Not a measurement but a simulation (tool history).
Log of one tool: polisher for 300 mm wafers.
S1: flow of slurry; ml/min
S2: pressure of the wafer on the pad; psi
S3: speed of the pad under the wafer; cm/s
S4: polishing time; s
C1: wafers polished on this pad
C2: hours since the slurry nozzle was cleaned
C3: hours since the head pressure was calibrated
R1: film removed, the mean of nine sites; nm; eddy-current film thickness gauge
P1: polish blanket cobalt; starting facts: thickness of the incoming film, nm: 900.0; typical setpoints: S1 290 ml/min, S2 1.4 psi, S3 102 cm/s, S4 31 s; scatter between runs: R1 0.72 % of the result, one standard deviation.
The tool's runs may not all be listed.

| run | hour | S1 | S2 | S3 | S4 | C1 | C2 | C3 | R1 |
|---|---|---|---|---|---|---|---|---|---|
| 1 | 7.9 | 290 | 1.4 | 102 | 31 | 218 | 199.1 | 193.2 | 132.040 |
| 2 | 20.1 | 290 | 1.4 | 102 | 31 | 300 | 211.3 | 205.4 | 129.940 |
| 3 | 27.1 | 440 | 1.4 | 102 | 31 | 347 | 218.3 | 212.4 | 135.720 |
| 4 | 38.8 | 290 | 1.4 | 102 | 31 | 426 | 230.0 | 224.1 | 130.340 |
| 5 | 45.9 | 290 | 1.4 | 102 | 31 | 473 | 237.1 | 231.2 | 131.080 |
| 6 | 60.1 | 290 | 1.4 | 146 | 42 | 569 | 251.3 | 245.4 | 252.800 |
| 7 | 71.3 | 290 | 1.4 | 102 | 31 | 645 | 262.5 | 256.6 | 129.970 |
| 8 | 81.5 | 290 | 0.7 | 102 | 31 | 713 | 272.7 | 266.8 | 65.761 |
| 9 | 95.8 | 175 | 1.4 | 102 | 31 | 810 | 287.0 | 281.1 | 121.850 |
| 10 | 106.0 | 290 | 2.2 | 102 | 31 | 878 | 297.2 | 291.3 | 204.600 |
| 11 | 116.0 | 290 | 1.4 | 46 | 31 | 946 | 307.2 | 301.3 | 59.141 |
| 12 | 126.7 | 290 | 1.4 | 102 | 47 | 1018 | 317.9 | 312.0 | 197.550 |
| 13 | 141.0 | 290 | 1.4 | 160 | 31 | 1114 | 332.2 | 326.3 | 203.450 |
| 14 | 156.4 | 290 | 1.4 | 102 | 31 | 1218 | 347.6 | 341.7 | 128.950 |
| 15 | 164.5 | 290 | 1.4 | 102 | 17 | 1272 | 355.7 | 349.8 | 71.417 |
| 16 | 175.7 | 290 | 1.4 | 102 | 31 | 1348 | 366.9 | 361.0 | 130.400 |
| 17 | 187.1 | 290 | 1.4 | 102 | 31 | 1424 | 378.3 | 372.4 | 128.310 |
| 18 | 198.4 | 290 | 1.4 | 102 | 31 | 1500 | 389.6 | 383.7 | 127.030 |

Expected results for the next run?
|  | 207.3 | worn pad replaced by a new one |
| 19 | 211.0 | 290 | 1.4 | 102 | 31 | 25 | 402.2 | 396.3 | ? |

Run 19 produced R1 125.590 nm.

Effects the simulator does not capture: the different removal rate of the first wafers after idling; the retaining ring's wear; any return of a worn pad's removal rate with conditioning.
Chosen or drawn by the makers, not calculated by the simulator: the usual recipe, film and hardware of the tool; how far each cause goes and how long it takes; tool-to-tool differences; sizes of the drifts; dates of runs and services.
